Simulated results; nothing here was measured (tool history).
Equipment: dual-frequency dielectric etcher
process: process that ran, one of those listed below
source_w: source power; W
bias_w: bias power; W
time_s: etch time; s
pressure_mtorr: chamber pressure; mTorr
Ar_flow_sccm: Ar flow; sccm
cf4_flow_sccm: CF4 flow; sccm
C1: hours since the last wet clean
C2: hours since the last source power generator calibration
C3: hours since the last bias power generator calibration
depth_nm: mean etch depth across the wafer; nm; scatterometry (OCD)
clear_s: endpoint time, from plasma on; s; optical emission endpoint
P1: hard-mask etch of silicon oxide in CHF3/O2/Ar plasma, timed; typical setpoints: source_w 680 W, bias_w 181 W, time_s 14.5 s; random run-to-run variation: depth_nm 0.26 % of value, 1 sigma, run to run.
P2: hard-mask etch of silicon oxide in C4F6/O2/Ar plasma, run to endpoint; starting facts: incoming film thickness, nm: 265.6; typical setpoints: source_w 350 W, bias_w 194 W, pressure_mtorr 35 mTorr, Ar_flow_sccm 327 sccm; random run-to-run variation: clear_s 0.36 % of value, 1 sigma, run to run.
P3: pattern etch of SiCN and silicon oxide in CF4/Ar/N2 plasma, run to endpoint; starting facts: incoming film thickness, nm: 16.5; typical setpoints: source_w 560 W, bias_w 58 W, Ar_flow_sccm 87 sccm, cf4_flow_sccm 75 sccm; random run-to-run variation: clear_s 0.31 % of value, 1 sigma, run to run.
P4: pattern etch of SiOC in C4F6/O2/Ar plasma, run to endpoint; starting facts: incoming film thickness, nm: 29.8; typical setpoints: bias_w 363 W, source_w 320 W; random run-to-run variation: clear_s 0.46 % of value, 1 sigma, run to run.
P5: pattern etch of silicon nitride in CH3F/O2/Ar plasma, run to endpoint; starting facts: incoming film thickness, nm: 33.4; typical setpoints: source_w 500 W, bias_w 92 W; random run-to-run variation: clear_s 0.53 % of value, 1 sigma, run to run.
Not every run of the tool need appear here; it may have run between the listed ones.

run 1 hour=14.8 | process=P1 source_w=680 bias_w=181 time_s=14.5 | C1=350.1 C2=2047.1 C3=2689.9 | depth_nm=31.029
run 2 hour=27 | process=P2 source_w=350 bias_w=194 pressure_mtorr=35 Ar_flow_sccm=327 | C1=362.3 C2=2059.3 C3=2702.1 | clear_s=90.277
run 3 hour=41.4 | process=P1 source_w=820 bias_w=181 time_s=21.5 | C1=376.7 C2=2073.7 C3=2716.5 | depth_nm=49.701
run 4 hour=55.9 | process=P2 source_w=450 bias_w=194 pressure_mtorr=35 Ar_flow_sccm=327 | C1=391.2 C2=2088.2 C3=2731 | clear_s=81.676
run 5 hour=65.8 | process=P1 source_w=680 bias_w=181 time_s=18 | C1=401.1 C2=2098.1 C3=2740.9 | depth_nm=38.493
run 6 hour=76.6 | process=P1 source_w=680 bias_w=181 time_s=14.5 | C1=411.9 C2=2108.9 C3=2751.7 | depth_nm=31.043
run 7 hour=87.2 | process=P2 source_w=350 bias_w=194 pressure_mtorr=35 Ar_flow_sccm=439 | C1=422.5 C2=2119.5 C3=2762.3 | clear_s=94.31
run 8 hour=99.9 | process=P1 source_w=830 bias_w=181 time_s=14.5 | C1=435.2 C2=2132.2 C3=2775 | depth_nm=33.503
run 9 hour=109.4 | process=P1 source_w=860 bias_w=229 time_s=14.5 | C1=444.7 C2=2141.7 C3=2784.5 | depth_nm=36.675
run 10 hour=116.5 | process=P5 source_w=500 bias_w=92 | C1=451.8 C2=2148.8 C3=2791.6 | clear_s=40.734
run 11 hour=125.2 | process=P5 source_w=500 bias_w=63 | C1=460.5 C2=2157.5 C3=2800.3 | clear_s=46.406
run 12 hour=136.4 | process=P1 source_w=680 bias_w=136 time_s=14.5 | C1=471.7 C2=2168.7 C3=2811.5 | depth_nm=28.414
run 13 hour=150 | process=P2 source_w=350 bias_w=194 pressure_mtorr=48.5 Ar_flow_sccm=327 | C1=485.3 C2=2182.3 C3=2825.1 | clear_s=94.622
run 14 hour=164.4 | process=P5 source_w=500 bias_w=92 | C1=499.7 C2=2196.7 C3=2839.5 | clear_s=40.686
run 15 hour=174.2 | process=P5 source_w=660 bias_w=92 | C1=509.5 C2=2206.5 C3=2849.3 | clear_s=36.61
run 16 hour=181.6 | process=P4 source_w=440 bias_w=363 | C1=516.9 C2=2213.9 C3=2856.7 | clear_s=10.807
run 17 hour=197 | process=P1 source_w=680 bias_w=148 time_s=18 | C1=532.3 C2=2229.3 C3=2872.1 | depth_nm=36.071
run 18 hour=206.3 | process=P2 source_w=350 bias_w=157 pressure_mtorr=35 Ar_flow_sccm=327 | C1=541.6 C2=2238.6 C3=2881.4 | clear_s=97.589
run 19 hour=218.8 | process=P1 source_w=680 bias_w=181 time_s=8.5 | C1=554.1 C2=2251.1 C3=2893.9 | depth_nm=18.254
run 20 hour=227.3 | process=P4 source_w=320 bias_w=465 | C1=562.6 C2=2259.6 C3=2902.4 | clear_s=11.102
run 21 hour=240.9 | process=P3 source_w=560 bias_w=58 Ar_flow_sccm=87 cf4_flow_sccm=98 | C1=576.2 C2=2273.2 C3=2916 | clear_s=15.542
run 22 hour=253 | process=P3 source_w=350 bias_w=58 Ar_flow_sccm=87 cf4_flow_sccm=75 | C1=588.3 C2=2285.3 C3=2928.1 | clear_s=24.61
run 23 hour=263.5 | process=P1 source_w=680 bias_w=234 time_s=14.5 | C1=598.8 C2=2295.8 C3=2938.6 | depth_nm=33.979

The next listed run, before its measurement:
run 24 hour=272.1 | process=P1 source_w=400 bias_w=181 time_s=14.5 | C1=607.4 C2=2304.4 C3=2947.2 | depth_nm=?

{"run 24": {"depth_nm": 25.379}}
